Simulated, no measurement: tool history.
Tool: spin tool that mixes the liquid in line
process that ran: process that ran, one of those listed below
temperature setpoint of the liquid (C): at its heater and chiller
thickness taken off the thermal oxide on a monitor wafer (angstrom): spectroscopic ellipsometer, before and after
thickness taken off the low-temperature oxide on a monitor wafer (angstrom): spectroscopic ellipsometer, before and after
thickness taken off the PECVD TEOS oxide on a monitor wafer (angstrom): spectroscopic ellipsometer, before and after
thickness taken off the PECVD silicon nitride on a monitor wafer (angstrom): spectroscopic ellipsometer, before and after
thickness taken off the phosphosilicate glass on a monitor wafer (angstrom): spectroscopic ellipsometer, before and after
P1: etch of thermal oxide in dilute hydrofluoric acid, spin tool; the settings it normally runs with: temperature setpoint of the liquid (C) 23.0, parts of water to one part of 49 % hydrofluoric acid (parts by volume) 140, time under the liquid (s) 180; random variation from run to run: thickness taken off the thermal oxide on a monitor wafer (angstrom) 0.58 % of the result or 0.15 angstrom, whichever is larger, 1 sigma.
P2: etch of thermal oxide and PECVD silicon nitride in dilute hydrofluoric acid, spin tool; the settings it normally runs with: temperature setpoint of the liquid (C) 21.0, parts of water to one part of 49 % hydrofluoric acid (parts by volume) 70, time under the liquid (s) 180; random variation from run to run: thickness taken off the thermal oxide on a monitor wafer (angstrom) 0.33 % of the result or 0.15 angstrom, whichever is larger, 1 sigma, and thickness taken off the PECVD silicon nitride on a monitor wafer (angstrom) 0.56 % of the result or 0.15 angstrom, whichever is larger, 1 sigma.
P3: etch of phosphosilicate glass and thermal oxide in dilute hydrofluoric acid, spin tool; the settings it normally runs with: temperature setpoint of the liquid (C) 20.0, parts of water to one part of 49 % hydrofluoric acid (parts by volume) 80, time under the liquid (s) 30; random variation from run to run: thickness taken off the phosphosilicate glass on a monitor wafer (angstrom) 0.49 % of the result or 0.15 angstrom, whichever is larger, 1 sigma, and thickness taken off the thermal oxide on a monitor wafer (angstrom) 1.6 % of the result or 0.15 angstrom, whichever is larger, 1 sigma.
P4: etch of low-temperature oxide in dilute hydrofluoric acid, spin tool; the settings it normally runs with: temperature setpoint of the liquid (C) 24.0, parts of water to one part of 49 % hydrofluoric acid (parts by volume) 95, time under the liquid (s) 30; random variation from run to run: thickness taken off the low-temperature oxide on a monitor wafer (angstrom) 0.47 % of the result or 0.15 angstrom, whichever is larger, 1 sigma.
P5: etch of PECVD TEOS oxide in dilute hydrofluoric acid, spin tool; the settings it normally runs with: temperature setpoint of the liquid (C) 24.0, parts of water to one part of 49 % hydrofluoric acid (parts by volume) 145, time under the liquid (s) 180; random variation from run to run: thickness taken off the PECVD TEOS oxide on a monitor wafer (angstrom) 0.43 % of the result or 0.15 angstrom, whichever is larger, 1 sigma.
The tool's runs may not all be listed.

run,hour,process that ran,temperature setpoint of the liquid (C),parts of water to one part of 49 % hydrofluoric acid (parts by volume),time under the liquid (s),hours since the thermometer was replaced,hours since the hydrofluoric acid flow meter was replaced,thickness taken off the thermal oxide on a monitor wafer (angstrom),thickness taken off the low-temperature oxide on a monitor wafer (angstrom),thickness taken off the PECVD TEOS oxide on a monitor wafer (angstrom),thickness taken off the PECVD silicon nitride on a monitor wafer (angstrom),thickness taken off the phosphosilicate glass on a monitor wafer (angstrom)
1,4.1,P1,23.0,140,180,615.7,356.9,56.685,,,,
2,7.4,P4,24.0,95,30,619.0,360.2,,46.363,,,
3,13.7,P5,24.0,145,180,625.3,366.5,,,106.920,,
4,18.6,P2,21.0,20,180,630.2,371.4,412.900,,,122.050,
5,24.4,P4,24.0,95,30,636.0,377.2,,46.644,,,
6,29.9,P5,24.0,80,180,641.5,382.7,,,209.030,,
7,33.8,P1,23.0,140,180,645.4,386.6,55.835,,,,
8,38.4,P4,17.0,95,30,650.0,391.2,,35.474,,,
9,42.6,P3,20.0,80,30,654.2,395.4,15.551,,,,358.53
10,45.7,P5,24.0,145,290,657.3,398.5,,,172.000,,
11,49.9,P1,23.0,80,180,661.5,402.7,105.440,,,,
12,55.9,P1,23.0,225,180,667.5,408.7,31.961,,,,
13,62.0,P4,24.0,20,30,673.6,414.8,,242.490,,,
14,68.3,P1,23.0,140,180,679.9,421.1,56.270,,,,
15,72.7,P1,23.0,140,180,684.3,425.5,56.052,,,,
16,77.6,P3,20.0,80,30,689.2,430.4,15.518,,,,361.15
17,81.5,P5,18.0,145,180,693.1,434.3,,,84.488,,
18,85.0,P1,23.0,140,180,696.6,437.8,56.222,,,,
19,88.4,P3,20.0,20,30,700.0,441.2,66.511,,,,1556.90
20,92.8,P1,27.5,85,180,704.4,445.6,118.840,,,,
21,99.2,P1,23.0,140,180,710.8,452.0,56.033,,,,
22,104.3,P1,17.5,140,180,715.9,457.1,44.681,,,,
23,108.9,P1,18.5,80,180,720.5,461.7,88.083,,,,
24,111.9,P2,21.0,70,180,723.5,464.7,110.850,,,36.657,
25,114.9,P3,20.0,80,50,726.5,467.7,25.997,,,,597.55

Run 26, settings as shown, results not yet in. Your forecast:
26,119.2,P2,21.0,70,335,730.8,472.0,?,,,?,

{"run 26": {"thickness taken off the thermal oxide on a monitor wafer (angstrom)": 206.85, "thickness taken off the PECVD silicon nitride on a monitor wafer (angstrom)": 66.844}}
